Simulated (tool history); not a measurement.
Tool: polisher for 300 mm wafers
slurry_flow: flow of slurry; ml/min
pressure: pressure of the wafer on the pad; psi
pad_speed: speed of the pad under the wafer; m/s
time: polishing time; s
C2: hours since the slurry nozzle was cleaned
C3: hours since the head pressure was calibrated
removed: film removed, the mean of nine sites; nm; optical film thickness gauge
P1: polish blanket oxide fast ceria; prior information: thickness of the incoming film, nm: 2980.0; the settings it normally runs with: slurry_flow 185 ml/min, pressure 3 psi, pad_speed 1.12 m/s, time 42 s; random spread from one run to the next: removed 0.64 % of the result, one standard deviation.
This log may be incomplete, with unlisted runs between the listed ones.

run 1 hour=8.7 | slurry_flow=185 pressure=3 pad_speed=1.12 time=42 | wafers_polished_on_this_pad=480 C2=232.7 C3=117.9 | removed=783.47
run 2 hour=15.2 | slurry_flow=185 pressure=3 pad_speed=1.12 time=67 | wafers_polished_on_this_pad=553 C2=239.2 C3=124.4 | removed=1260.4
run 3 hour=27.1 | slurry_flow=290 pressure=3 pad_speed=1.12 time=42 | wafers_polished_on_this_pad=686 C2=251.1 C3=136.3 | removed=832.02
run 4 hour=40.8 | slurry_flow=185 pressure=3 pad_speed=1.12 time=19 | wafers_polished_on_this_pad=839 C2=264.8 C3=150 | removed=361.74
run 5 hour=53.8 | slurry_flow=185 pressure=3 pad_speed=1.12 time=42 | wafers_polished_on_this_pad=984 C2=277.8 C3=163 | removed=792.4
run 6 hour=65.6 | slurry_flow=185 pressure=3 pad_speed=1.68 time=42 | wafers_polished_on_this_pad=1116 C2=289.6 C3=174.8 | removed=1174.2
run 7 hour=73.9 | slurry_flow=240 pressure=3 pad_speed=1.12 time=58 | wafers_polished_on_this_pad=1209 C2=297.9 C3=183.1 | removed=1140.7
run 8 hour=87.1 | slurry_flow=185 pressure=4.6 pad_speed=1.12 time=42 | wafers_polished_on_this_pad=1356 C2=311.1 C3=196.3 | removed=1196.5
run 9 hour=99.1 | slurry_flow=250 pressure=4.5 pad_speed=1.12 time=42 | wafers_polished_on_this_pad=1490 C2=323.1 C3=208.3 | removed=1211.2
run 10 hour=110.9 | slurry_flow=185 pressure=3 pad_speed=0.68 time=42 | wafers_polished_on_this_pad=1622 C2=334.9 C3=220.1 | removed=475.24
run 11 hour=120.1 | slurry_flow=110 pressure=3 pad_speed=1.12 time=42 | wafers_polished_on_this_pad=1725 C2=344.1 C3=229.3 | removed=713.23
run 12 hour=132.8 | slurry_flow=185 pressure=3 pad_speed=0.74 time=32 | wafers_polished_on_this_pad=1867 C2=356.8 C3=242 | removed=394.44
run 13 hour=140.5 | slurry_flow=185 pressure=3 pad_speed=1.12 time=42 | wafers_polished_on_this_pad=1953 C2=364.5 C3=249.7 | removed=791.67
run 14 hour=151.6 | slurry_flow=185 pressure=1.7 pad_speed=1.12 time=42 | wafers_polished_on_this_pad=2077 C2=375.6 C3=260.8 | removed=449.52
run 15 hour=162.7 | slurry_flow=185 pressure=3 pad_speed=1.12 time=42 | wafers_polished_on_this_pad=2201 C2=386.7 C3=271.9 | removed=789.43
run 16 hour=175 | slurry_flow=185 pressure=3 pad_speed=1.12 time=42 | wafers_polished_on_this_pad=2338 C2=399 C3=284.2 | removed=785.61
run 17 hour=185.2 | slurry_flow=185 pressure=3 pad_speed=1.12 time=42 | wafers_polished_on_this_pad=2452 C2=409.2 C3=294.4 | removed=752.35
run 18 hour=192.9 | slurry_flow=185 pressure=3 pad_speed=1.12 time=42 | wafers_polished_on_this_pad=2538 C2=416.9 C3=302.1 | removed=736
-- hour=194.9 head pressure recalibrated
run 19 hour=200.4 | slurry_flow=185 pressure=3 pad_speed=1.12 time=42 | wafers_polished_on_this_pad=2622 C2=424.4 C3=5.5 | removed=730.28
run 20 hour=213.5 | slurry_flow=185 pressure=3 pad_speed=1.12 time=42 | wafers_polished_on_this_pad=2768 C2=437.5 C3=18.6 | removed=726.87
run 21 hour=224.3 | slurry_flow=185 pressure=3 pad_speed=1.12 time=42 | wafers_polished_on_this_pad=2889 C2=448.3 C3=29.4 | removed=715.83
run 22 hour=230.6 | slurry_flow=185 pressure=3 pad_speed=1.12 time=42 | wafers_polished_on_this_pad=2959 C2=454.6 C3=35.7 | removed=716.79

The log shows P1 creeping away from where it was. Any of the 2 causes listed here, at the size stated for it, fits the log just as well as the others:
A: removal rate lost through wear of the pad, % = 8.41
B: slurry flow missing at the pad, % = 38.7
The gradual shift began around hour 175.
Every other cause this tool's parts could produce, and why it does not fit the log:
head's pressure below its setpoint, %: serviced at hour 194.9, which brought nothing back

Below are 4 check runs, each averaged over 3 wafers, with their results shown as question marks. Which of them would give clearly different results depending on which cause is behind the drift?
run check 1 hour=236.9 | slurry_flow=185 pressure=4.5 pad_speed=1.12 time=42 | removed=?
run check 2 hour=236.9 | slurry_flow=185 pressure=2.3 pad_speed=1.12 time=19 | removed=?
run check 3 hour=236.9 | slurry_flow=185 pressure=3 pad_speed=1.42 time=23 | removed=?
run check 4 hour=236.9 | slurry_flow=280 pressure=3 pad_speed=1.12 time=32 | removed=?

What each check would give under each cause:
check=check_1 result=removed if_A=1081.6 if_B=1081.5
check=check_2 result=removed if_A=250.08 if_B=250.07
check=check_3 result=removed if_A=500.63 if_B=500.61
check=check_4 result=removed if_A=576.78 if_B=593.24
Per-check spread between the two closest causes, in the result where they differ most: check 1 0 %; check 2 0 %; check 3 0 %; check 4 2.81 %
The other checks would show nearly matching results whichever cause is true, so check 4 is the only one that separates the causes.

Then check 4 was run and gave: removed 594.22 nm. Which cause is it?

It is B: slurry flow missing at the pad, %.
